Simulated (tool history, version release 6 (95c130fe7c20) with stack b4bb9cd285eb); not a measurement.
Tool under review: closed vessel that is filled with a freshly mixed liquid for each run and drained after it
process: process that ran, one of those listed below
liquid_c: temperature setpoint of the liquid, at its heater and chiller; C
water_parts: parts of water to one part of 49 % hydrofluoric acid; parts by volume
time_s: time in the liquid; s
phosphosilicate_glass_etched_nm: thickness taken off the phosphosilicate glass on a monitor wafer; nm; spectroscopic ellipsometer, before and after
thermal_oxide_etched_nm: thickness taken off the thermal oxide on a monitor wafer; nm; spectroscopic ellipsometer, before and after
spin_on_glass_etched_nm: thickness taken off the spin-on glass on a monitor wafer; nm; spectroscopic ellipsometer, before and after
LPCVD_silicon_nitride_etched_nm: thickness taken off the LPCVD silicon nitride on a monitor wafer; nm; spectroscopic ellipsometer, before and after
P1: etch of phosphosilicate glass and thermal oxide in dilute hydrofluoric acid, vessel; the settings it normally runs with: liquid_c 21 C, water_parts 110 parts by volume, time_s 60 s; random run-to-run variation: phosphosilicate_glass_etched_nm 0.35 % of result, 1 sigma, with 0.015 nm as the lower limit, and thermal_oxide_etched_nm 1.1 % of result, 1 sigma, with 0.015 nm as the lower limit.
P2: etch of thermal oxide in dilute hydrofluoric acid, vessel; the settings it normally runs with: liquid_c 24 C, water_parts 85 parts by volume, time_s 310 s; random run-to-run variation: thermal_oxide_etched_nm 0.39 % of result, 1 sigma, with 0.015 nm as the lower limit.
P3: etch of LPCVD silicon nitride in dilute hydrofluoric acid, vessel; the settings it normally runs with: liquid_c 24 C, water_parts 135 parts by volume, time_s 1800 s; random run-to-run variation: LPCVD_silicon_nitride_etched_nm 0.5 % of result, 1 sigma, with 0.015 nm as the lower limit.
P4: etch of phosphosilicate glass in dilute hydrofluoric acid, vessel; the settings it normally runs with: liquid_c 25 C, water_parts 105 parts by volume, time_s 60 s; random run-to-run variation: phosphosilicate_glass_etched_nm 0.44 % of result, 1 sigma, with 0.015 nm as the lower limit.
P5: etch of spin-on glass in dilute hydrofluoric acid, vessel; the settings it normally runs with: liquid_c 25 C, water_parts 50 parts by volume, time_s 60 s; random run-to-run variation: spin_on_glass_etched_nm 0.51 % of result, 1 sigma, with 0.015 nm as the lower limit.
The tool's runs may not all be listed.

| run | day | process | liquid_c | water_parts | time_s | hours since the thermometer was replaced | hours since the hydrofluoric acid flow meter was replaced | phosphosilicate_glass_etched_nm | thermal_oxide_etched_nm | spin_on_glass_etched_nm | LPCVD_silicon_nitride_etched_nm |
|---|---|---|---|---|---|---|---|---|---|---|---|
| 1 | 0.2 | P1 | 21 | 110 | 60 | 1396 | 1059.3 | 47.108 | 2.2613 |  |  |
| 2 | 0.292 | P1 | 26.5 | 110 | 60 | 1398.2 | 1061.5 | 58.532 | 2.8269 |  |  |
| 3 | 0.433 | P4 | 25 | 105 | 60 | 1401.6 | 1064.9 | 70.322 |  |  |  |
| 4 | 0.558 | P1 | 21 | 110 | 60 | 1404.6 | 1067.9 | 47.113 | 2.2397 |  |  |
| 5 | 0.758 | P1 | 21 | 110 | 60 | 1409.4 | 1072.7 | 46.984 | 2.2476 |  |  |
| 6 | 0.942 | P1 | 21 | 110 | 110 | 1413.8 | 1077.1 | 85.976 | 4.1361 |  |  |
| 7 | 1.1 | P4 | 25 | 105 | 60 | 1417.6 | 1080.9 | 71.133 |  |  |  |
| 8 | 1.221 | P1 | 21 | 110 | 60 | 1420.5 | 1083.8 | 46.999 | 2.2589 |  |  |
| 9 | 1.379 | P2 | 24 | 85 | 535 | 1424.3 | 1087.6 |  | 31.065 |  |  |
| 10 | 1.504 | P1 | 21 | 110 | 60 | 1427.3 | 1090.6 | 47.037 | 2.2329 |  |  |
| 11 | 1.646 | P5 | 25 | 90 | 60 | 1430.7 | 1094 |  |  | 40.619 |  |
| 12 | 1.783 | P1 | 21 | 175 | 60 | 1434 | 1097.3 | 27.601 | 1.3556 |  |  |
| 13 | 1.908 | P2 | 17.5 | 85 | 310 | 1437 | 1100.3 |  | 13.841 |  |  |
| 14 | 2.112 | P4 | 25 | 105 | 120 | 1441.9 | 1105.2 | 141.5 |  |  |  |
| 15 | 2.308 | P1 | 17 | 110 | 60 | 1446.6 | 1109.9 | 39.993 | 1.9084 |  |  |
| 16 | 2.508 | P1 | 21 | 110 | 30 | 1451.4 | 1114.7 | 23.495 | 1.1306 |  |  |
| 17 | 2.704 | P3 | 24 | 135 | 1800 | 1456.1 | 1119.4 |  |  |  | 6.6578 |
| 18 | 2.812 | P3 | 24 | 85 | 1800 | 1458.7 | 1122 |  |  |  | 10.521 |
| 19 | 2.988 | P5 | 25 | 50 | 30 | 1462.9 | 1126.2 |  |  | 38.598 |  |
| 20 | 3.175 | P1 | 21 | 180 | 30 | 1467.4 | 1130.7 | 13.391 | 0.65721 |  |  |
| 21 | 3.329 | P3 | 28.5 | 135 | 1800 | 1471.1 | 1134.4 |  |  |  | 8.8907 |
| 22 | 3.471 | P1 | 21 | 30 | 60 | 1474.5 | 1137.8 | 190.85 | 9.0109 |  |  |
| 23 | 3.588 | P5 | 21 | 50 | 60 | 1477.3 | 1140.6 |  |  | 65.852 |  |
| 24 | 3.721 | P1 | 17 | 110 | 30 | 1480.5 | 1143.8 | 19.912 | 0.93973 |  |  |
| 25 | 3.833 | P2 | 24 | 45 | 310 | 1483.2 | 1146.5 |  | 36.039 |  |  |
| 26 | 3.979 | P4 | 25 | 30 | 60 | 1486.7 | 1150 | 274.98 |  |  |  |
| 27 | 4.162 | P1 | 21 | 110 | 60 | 1491.1 | 1154.4 | 47.024 | 2.2287 |  |  |
| 28 | 4.317 | P3 | 24 | 135 | 30 | 1494.8 | 1158.1 |  |  |  | 0.091964 |
|  | 4.4 | hydrofluoric acid flow meter replaced |
| 29 | 4.5 | P3 | 24 | 135 | 1800 | 1499.2 | 2.4 |  |  |  | 6.6749 |
| 30 | 4.625 | P2 | 24 | 85 | 310 | 1502.2 | 5.4 |  | 18.011 |  |  |
| 31 | 4.717 | P4 | 17.5 | 105 | 60 | 1504.4 | 7.6 | 52.331 |  |  |  |
| 32 | 4.833 | P1 | 24.5 | 180 | 60 | 1507.2 | 10.4 | 30.435 | 1.4634 |  |  |
| 33 | 5.004 | P5 | 25 | 50 | 60 | 1511.3 | 14.5 |  |  | 76.968 |  |
| 34 | 5.138 | P1 | 21 | 110 | 60 | 1514.5 | 17.7 | 46.817 | 2.2556 |  |  |
| 35 | 5.271 | P1 | 21 | 110 | 60 | 1517.7 | 20.9 | 46.97 | 2.2603 |  |  |
| 36 | 5.388 | P1 | 21 | 110 | 60 | 1520.5 | 23.7 | 46.132 | 2.1859 |  |  |
| 37 | 5.529 | P1 | 21 | 110 | 60 | 1523.9 | 27.1 | 45.169 | 2.1654 |  |  |
| 38 | 5.621 | P1 | 21 | 110 | 60 | 1526.1 | 29.3 | 44.586 | 2.1523 |  |  |
| 39 | 5.775 | P1 | 21 | 110 | 60 | 1529.8 | 33 | 44.443 | 2.0637 |  |  |
| 40 | 5.888 | P1 | 21 | 110 | 60 | 1532.5 | 35.7 | 43.86 | 2.076 |  |  |
| 41 | 6.017 | P1 | 21 | 110 | 60 | 1535.6 | 38.8 | 43.705 | 2.166 |  |  |
| 42 | 6.179 | P1 | 21 | 110 | 60 | 1539.5 | 42.7 | 44.014 | 2.0826 |  |  |

Run 43 has not been measured yet. What should we expect?
| 43 | 6.317 | P1 | 21 | 110 | 60 | 1542.8 | 46 | ? | ? |  |  |

phosphosilicate_glass_etched_nm: 43.889 nm
thermal_oxide_etched_nm: 2.1571 nm

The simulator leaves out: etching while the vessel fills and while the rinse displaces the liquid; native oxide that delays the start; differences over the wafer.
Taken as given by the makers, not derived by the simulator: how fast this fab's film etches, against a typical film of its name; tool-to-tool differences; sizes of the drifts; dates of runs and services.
